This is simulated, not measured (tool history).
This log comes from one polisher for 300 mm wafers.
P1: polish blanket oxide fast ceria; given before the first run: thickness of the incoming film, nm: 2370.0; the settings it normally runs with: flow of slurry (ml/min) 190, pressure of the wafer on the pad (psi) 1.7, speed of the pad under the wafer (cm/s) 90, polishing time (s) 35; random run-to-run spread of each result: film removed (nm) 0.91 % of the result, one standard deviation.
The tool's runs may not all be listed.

run,hour,flow of slurry (ml/min),pressure of the wafer on the pad (psi),speed of the pad under the wafer (cm/s),polishing time (s),wafers polished on this pad,hours since the slurry nozzle was cleaned,hours since the head pressure was calibrated,film removed (nm)
1,8.5,190,1.7,90,35,1071,162.2,228.2,324.29
2,15.2,190,1.7,90,35,1132,168.9,234.9,328.17
3,19.5,190,1.7,52,35,1171,173.2,239.2,190.25
4,24.8,190,2.5,48,35,1219,178.5,244.5,254.99
5,33.8,190,1.7,90,24,1301,187.5,253.5,226.14
6,38.4,190,1.7,90,48,1343,192.1,258.1,444.29
7,43.6,190,1.7,90,35,1390,197.3,263.3,323.38
8,51.5,190,1.7,120,44,1462,205.2,271.2,543.39
9,58.5,190,1.7,90,35,1526,212.2,278.2,327.06
10,64.8,190,1.7,42,27,1583,218.5,284.5,116.79
11,72.7,190,0.9,90,35,1655,226.4,292.4,170.94
12,80.1,190,1.7,90,35,1723,233.8,299.8,327.25
13,89.8,190,2.4,90,35,1811,243.5,309.5,458.58
14,97.9,190,1.7,90,35,1885,251.6,317.6,323.03
15,102.9,115,1.7,90,35,1930,256.6,322.6,299.29
16,112.3,190,1.7,144,35,2016,266,332,519.97

The next listed run, before its measurement:
17,117,250,1.7,90,35,2059,270.7,336.7,?

Run 17 produced film removed (nm) 330.73.

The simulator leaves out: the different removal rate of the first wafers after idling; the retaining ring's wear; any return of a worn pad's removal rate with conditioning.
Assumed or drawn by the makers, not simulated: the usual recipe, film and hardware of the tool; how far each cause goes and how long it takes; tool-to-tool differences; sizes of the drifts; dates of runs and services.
